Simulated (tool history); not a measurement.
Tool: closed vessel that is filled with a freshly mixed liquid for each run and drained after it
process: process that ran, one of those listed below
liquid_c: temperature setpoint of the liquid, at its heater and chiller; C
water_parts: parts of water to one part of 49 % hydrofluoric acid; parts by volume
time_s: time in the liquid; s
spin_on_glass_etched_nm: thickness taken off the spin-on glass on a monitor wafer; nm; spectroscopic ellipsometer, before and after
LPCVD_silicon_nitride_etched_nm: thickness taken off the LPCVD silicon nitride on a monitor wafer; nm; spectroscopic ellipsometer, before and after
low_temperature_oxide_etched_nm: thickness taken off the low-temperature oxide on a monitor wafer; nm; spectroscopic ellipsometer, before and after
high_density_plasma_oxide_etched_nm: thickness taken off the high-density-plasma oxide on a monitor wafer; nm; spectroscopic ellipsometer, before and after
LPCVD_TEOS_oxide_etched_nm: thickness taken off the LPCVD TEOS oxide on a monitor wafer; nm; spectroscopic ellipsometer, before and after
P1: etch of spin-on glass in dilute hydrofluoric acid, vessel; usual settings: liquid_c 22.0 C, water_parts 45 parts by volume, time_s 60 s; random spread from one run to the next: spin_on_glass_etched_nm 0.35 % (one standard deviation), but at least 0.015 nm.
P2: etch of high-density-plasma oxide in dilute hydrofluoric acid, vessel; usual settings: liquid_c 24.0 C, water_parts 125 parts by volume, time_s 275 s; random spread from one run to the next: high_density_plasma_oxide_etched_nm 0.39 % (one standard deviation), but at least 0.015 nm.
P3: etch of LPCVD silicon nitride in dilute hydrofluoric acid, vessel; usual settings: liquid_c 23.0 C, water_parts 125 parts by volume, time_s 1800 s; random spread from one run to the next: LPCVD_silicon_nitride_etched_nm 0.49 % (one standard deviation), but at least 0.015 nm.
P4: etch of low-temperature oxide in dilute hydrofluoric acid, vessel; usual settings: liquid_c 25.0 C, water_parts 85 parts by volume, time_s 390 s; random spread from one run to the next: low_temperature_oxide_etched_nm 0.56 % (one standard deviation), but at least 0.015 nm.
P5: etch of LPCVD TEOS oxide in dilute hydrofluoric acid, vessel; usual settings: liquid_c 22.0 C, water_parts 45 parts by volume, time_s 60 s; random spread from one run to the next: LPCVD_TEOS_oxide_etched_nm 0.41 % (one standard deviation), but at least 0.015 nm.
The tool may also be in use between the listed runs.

| run | hour | process | liquid_c | water_parts | time_s | spin_on_glass_etched_nm | LPCVD_silicon_nitride_etched_nm | low_temperature_oxide_etched_nm | high_density_plasma_oxide_etched_nm | LPCVD_TEOS_oxide_etched_nm |
|---|---|---|---|---|---|---|---|---|---|---|
| 1 | 5.7 | P1 | 22.0 | 45 | 60 | 84.170 |  |  |  |  |
| 2 | 17.6 | P3 | 30.5 | 125 | 1800 |  | 11.43100 |  |  |  |
| 3 | 28.9 | P1 | 22.0 | 45 | 60 | 84.396 |  |  |  |  |
| 4 | 37.2 | P1 | 22.0 | 20 | 60 | 195.560 |  |  |  |  |
| 5 | 48.8 | P3 | 23.0 | 125 | 145 |  | 0.55589 |  |  |  |
| 6 | 61.6 | P3 | 23.0 | 125 | 1800 |  | 7.06500 |  |  |  |
| 7 | 70.6 | P4 | 25.0 | 135 | 390 |  |  | 31.1580 |  |  |
| 8 | 77.7 | P1 | 22.0 | 45 | 30 | 41.870 |  |  |  |  |
| 9 | 87.6 | P2 | 24.0 | 125 | 70 |  |  |  | 4.0601 |  |
| 10 | 94.2 | P5 | 17.0 | 45 | 60 |  |  |  |  | 17.932 |
| 11 | 103.1 | P1 | 22.0 | 45 | 60 | 84.150 |  |  |  |  |
| 12 | 110.4 | P1 | 29.5 | 25 | 60 | 212.590 |  |  |  |  |
| 13 | 120.4 | P1 | 22.0 | 60 | 60 | 62.230 |  |  |  |  |
| 14 | 127.7 | P2 | 18.5 | 125 | 275 |  |  |  | 12.7480 |  |
|  | 134.2 | hydrofluoric acid flow meter replaced |
| 15 | 139.3 | P4 | 25.0 | 85 | 390 |  |  | 52.5500 |  |  |
| 16 | 149.8 | P4 | 25.0 | 85 | 30 |  |  | 4.0582 |  |  |
| 17 | 159.1 | P5 | 22.0 | 45 | 30 |  |  |  |  | 11.180 |
| 18 | 168.6 | P4 | 25.0 | 85 | 390 |  |  | 52.2030 |  |  |
| 19 | 180.3 | P1 | 18.5 | 45 | 60 | 72.406 |  |  |  |  |
| 20 | 187.4 | P2 | 24.0 | 125 | 275 |  |  |  | 15.8850 |  |
| 21 | 197.8 | P5 | 22.0 | 45 | 60 |  |  |  |  | 22.355 |
| 22 | 209.6 | P1 | 22.0 | 45 | 60 | 84.155 |  |  |  |  |
| 23 | 216.4 | P5 | 22.0 | 20 | 60 |  |  |  |  | 51.588 |
| 24 | 229.1 | P2 | 24.0 | 30 | 275 |  |  |  | 74.4820 |  |
| 25 | 239.3 | P3 | 23.0 | 45 | 1800 |  | 19.47900 |  |  |  |
| 26 | 247.9 | P4 | 17.0 | 85 | 390 |  |  | 37.6300 |  |  |
| 27 | 257.8 | P1 | 22.0 | 45 | 85 | 119.270 |  |  |  |  |
| 28 | 267.4 | P1 | 28.0 | 45 | 60 | 107.870 |  |  |  |  |
| 29 | 278.4 | P1 | 22.0 | 25 | 30 | 78.034 |  |  |  |  |
| 30 | 290.3 | P1 | 22.0 | 45 | 60 | 84.456 |  |  |  |  |
| 31 | 300.8 | P1 | 22.0 | 45 | 60 | 88.175 |  |  |  |  |
| 32 | 312.4 | P1 | 22.0 | 45 | 60 | 90.285 |  |  |  |  |
| 33 | 319.8 | P1 | 22.0 | 45 | 60 | 90.626 |  |  |  |  |
| 34 | 326.0 | P1 | 22.0 | 45 | 60 | 91.417 |  |  |  |  |
| 35 | 336.8 | P1 | 22.0 | 45 | 60 | 91.938 |  |  |  |  |
| 36 | 344.3 | P1 | 22.0 | 45 | 60 | 92.386 |  |  |  |  |
| 37 | 355.1 | P1 | 22.0 | 45 | 60 | 92.602 |  |  |  |  |
| 38 | 362.2 | P1 | 22.0 | 45 | 60 | 92.757 |  |  |  |  |

Compared with where it was, what P1 gives has crept away. Each cause listed below fits the log as well as the rest, at the size given for it:
A: hydrofluoric acid flow above the setpoint (%) = 9.53
B: liquid hotter than its thermometer reads (K) = 2.31
The process output started creeping at around hour 290.3.

Consider the 4 check runs below, whose results appear as question marks and each of which averages 2 wafers. Which one distinguishes the causes, in that each cause would give it a clearly different result?
| check 1 | 369.3 | P5 | 17.5 | 45 | 60 |  |  |  |  | ? |
| check 2 | 369.3 | P3 | 29.0 | 125 | 265 |  | ? |  |  |  |
| check 3 | 369.3 | P4 | 17.5 | 85 | 145 |  |  | ? |  |  |
| check 4 | 369.3 | P2 | 21.0 | 30 | 275 |  |  |  | ? |  |

Check results expected under each cause:
| check | result | if A | if B |
|---|---|---|---|
| check 1 | LPCVD_TEOS_oxide_etched_nm | 20.245 | 20.324 |
| check 2 | LPCVD_silicon_nitride_etched_nm | 1.68560 | 1.77440 |
| check 3 | low_temperature_oxide_etched_nm | 15.7630 | 15.7290 |
| check 4 | high_density_plasma_oxide_etched_nm | 72.3940 | 72.6650 |
Minimum pairwise separation of causes per check, each pair taken at its best-separating result: check 1 0.39 %; check 2 5.13 %; check 3 0.22 %; check 4 0.37 %
Of the check runs offered, only check 2 discriminates between the causes; the rest would read about the same regardless of which cause applies.

Running check 2 produced the following: LPCVD_silicon_nitride_etched_nm 1.76830 nm. Which one of the listed causes fits?

Of the candidate causes, it is B: liquid hotter than its thermometer reads (K).

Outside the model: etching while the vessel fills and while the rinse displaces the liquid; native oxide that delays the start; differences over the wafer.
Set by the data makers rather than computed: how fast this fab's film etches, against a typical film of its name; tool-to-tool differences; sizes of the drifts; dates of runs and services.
